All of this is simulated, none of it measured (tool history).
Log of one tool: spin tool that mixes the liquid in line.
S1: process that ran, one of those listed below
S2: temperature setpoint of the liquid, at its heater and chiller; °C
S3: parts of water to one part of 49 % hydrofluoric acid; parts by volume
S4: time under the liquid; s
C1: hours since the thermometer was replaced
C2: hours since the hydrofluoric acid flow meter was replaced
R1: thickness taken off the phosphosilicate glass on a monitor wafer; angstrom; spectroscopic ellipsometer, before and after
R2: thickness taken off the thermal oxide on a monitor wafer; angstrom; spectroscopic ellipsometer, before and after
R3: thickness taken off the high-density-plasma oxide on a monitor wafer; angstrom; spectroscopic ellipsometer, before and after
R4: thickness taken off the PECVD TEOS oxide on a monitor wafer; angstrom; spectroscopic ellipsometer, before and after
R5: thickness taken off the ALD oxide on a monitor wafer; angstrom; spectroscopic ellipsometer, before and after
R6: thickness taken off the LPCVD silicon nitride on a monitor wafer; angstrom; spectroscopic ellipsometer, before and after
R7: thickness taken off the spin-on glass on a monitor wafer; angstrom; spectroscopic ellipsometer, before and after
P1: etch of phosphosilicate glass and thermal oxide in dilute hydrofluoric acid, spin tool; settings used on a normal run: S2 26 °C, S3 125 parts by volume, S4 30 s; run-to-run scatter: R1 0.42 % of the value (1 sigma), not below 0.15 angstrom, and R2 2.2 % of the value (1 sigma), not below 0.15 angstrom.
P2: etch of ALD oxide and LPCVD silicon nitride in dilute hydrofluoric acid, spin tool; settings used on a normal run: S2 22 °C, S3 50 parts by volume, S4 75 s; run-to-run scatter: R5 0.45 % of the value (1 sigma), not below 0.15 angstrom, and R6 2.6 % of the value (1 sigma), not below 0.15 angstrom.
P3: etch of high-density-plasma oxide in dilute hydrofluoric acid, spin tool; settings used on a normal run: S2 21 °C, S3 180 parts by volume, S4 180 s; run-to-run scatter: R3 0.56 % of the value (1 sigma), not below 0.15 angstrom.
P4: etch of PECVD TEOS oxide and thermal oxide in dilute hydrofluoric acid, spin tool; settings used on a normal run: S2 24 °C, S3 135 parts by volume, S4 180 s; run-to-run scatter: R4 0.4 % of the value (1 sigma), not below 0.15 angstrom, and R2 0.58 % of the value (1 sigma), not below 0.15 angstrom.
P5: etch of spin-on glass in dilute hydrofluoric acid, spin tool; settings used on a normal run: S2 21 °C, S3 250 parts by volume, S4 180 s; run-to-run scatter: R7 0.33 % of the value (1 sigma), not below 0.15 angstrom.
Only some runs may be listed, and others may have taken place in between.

run   hour  S1    S2   S3   S4     C1     C2      R1      R2      R3      R4      R5      R6      R7
  1    6.7  P1    26  125   30  559.8  445.9  306.36  10.793
  2   12.4  P3    21  180  345  565.5  451.6                  81.936
  3   15.5  P1    26  125   30  568.6  454.7  306.54    11.2
  4   19.3  P3    21  180  180  572.4  458.5                  43.254
  5   25.2  P1    26  125   30  578.3  464.4  306.64  10.823
  6     32  P4    24  135   15  585.1  471.2          5.2993          14.395
  7   35.7  P3  29.5  180  180  588.8  474.9                  58.534
  8   42.3  P1    26  125   30  595.4  481.5  304.44  11.483
  9     46  P4    24  135  180  599.1  485.2          64.194          172.51
 10   52.3  P2    17   50   75  605.4  491.5                                  117.39  5.2107
 11   55.6  P2    22   50   75  608.7  494.8                                  144.99  7.6401
 12   61.3  P1    26  125   30  614.4  500.5  302.47  11.283
 13   67.4  P1  20.5  125   30  620.5  506.6  245.34   8.868
 14   73.3  P1    26  125   30  626.4  512.5  305.55  11.192
 15   80.3  P3    21  180  180  633.4  519.5                  42.933
 16   83.9  P1    26  175   30    637  523.1  204.01  7.5207
 17   87.1  P3    21  300  180  640.2  526.3                  23.184
 18   93.9  P5    21  440  180    647  533.1                                                  79.482
 19  100.7  P2    22   50   75  653.8  539.9                                  143.57  7.4763
 20  107.5  P1    26   75   30  660.6  546.7  541.01   19.96
 21  112.9  P4    18  135  180    666  552.1          50.531           136.5
 22  117.8  P2    22   50  110  670.9    557                                  211.53  10.725
 23  123.9  P1  19.5  125   55    677  563.1  436.59  16.018
 24  129.4  P1    26  125   30  682.5  568.6  306.19   10.77
 25  134.2  P2    22   20   75  687.3  573.4                                  375.64  18.469
 26  139.1  P1    26  125   60  692.2  578.3  613.35  21.748
 27  145.4  P5    21  250  180  698.5  584.6                                                  164.59
 28  150.1  P4    24  135  180  703.2  589.3          63.731          171.73
 29  153.4  P4    24  225  180  706.5  592.6          35.238          92.885
 30  158.1  P1    34  125   30  711.2  597.3  413.25  15.281
 31  161.2  P5    17  250  180  714.3  600.4                                                  141.51
 32  165.3  P5    21  250   55  718.4  604.5                                                  50.448
 33  171.1  P1    26  125   15  724.2  610.3  152.89  5.9465
 34  177.4  P1    26  125   30  730.5  616.6  304.28  11.715
 35  182.9  P1    26  125   30    736  622.1  298.92  11.197
 36  188.3  P1    26  125   30  741.4  627.5  292.58  10.778
 37  192.1  P1    26  125   30  745.2  631.3  291.36  10.812
 38  195.3  P1    26  125   30  748.4  634.5  287.05  10.663
 39  199.8  P1    26  125   30  752.9    639  285.28  10.526
 40  204.7  P1    26  125   30  757.8  643.9  285.68  10.651
 41  209.9  P1    26  125   30    763  649.1  283.33  10.571
 42  213.6  P1    26  125   30  766.7  652.8  282.15  9.9772
 43  220.2  P1    26  125   30  773.3  659.4  285.19  10.304
 44  225.7  P1    26  125   30  778.8  664.9  283.47  10.187
 45  229.9  P1    26  125   30    783  669.1  286.08  10.685

Compared with where it was, what P1 gives has crept away. Each cause listed below fits the log as well as the rest, at the size given for it:
A: hydrofluoric acid flow below the setpoint (%) = 6.21
B: liquid colder than its thermometer reads (K) = 1.93
At approximately hour 177.4, the process output began to creep.

Each of the check runs listed below is run on 3 wafers and reports their average, with the results left as question marks. Pick the one under which the possible causes would lead to clearly different results.
check 1  234.1  P5    17  250  180                                   ?
check 2  234.1  P4    24  220   15               ?       ?
check 3  234.1  P2    19   20   75                           ?   ?
check 4  234.1  P3  27.5  180  180                   ?

Check results expected under each cause:
  check  result    if A    if B
check 1      R7  131.01  131.35
check 2      R2  2.7613  2.7839
check 2      R4  7.4014  7.4619
check 3      R5  309.82   303.8
check 3      R6  13.907  12.873
check 4      R3  50.742  51.143
Per-check spread between the two closest causes, in the result where they differ most: check 1 0.26 %; check 2 0.81 %; check 3 7.72 %; check 4 0.79 %
The causes can be told apart only by check 3. The other checks would give nearly the same results under each of them.

Running check 3 produced the following: R5 310.18 angstrom; R6 13.828 angstrom. Which one of the listed causes fits?

The correct cause is A, namely: hydrofluoric acid flow below the setpoint (%).

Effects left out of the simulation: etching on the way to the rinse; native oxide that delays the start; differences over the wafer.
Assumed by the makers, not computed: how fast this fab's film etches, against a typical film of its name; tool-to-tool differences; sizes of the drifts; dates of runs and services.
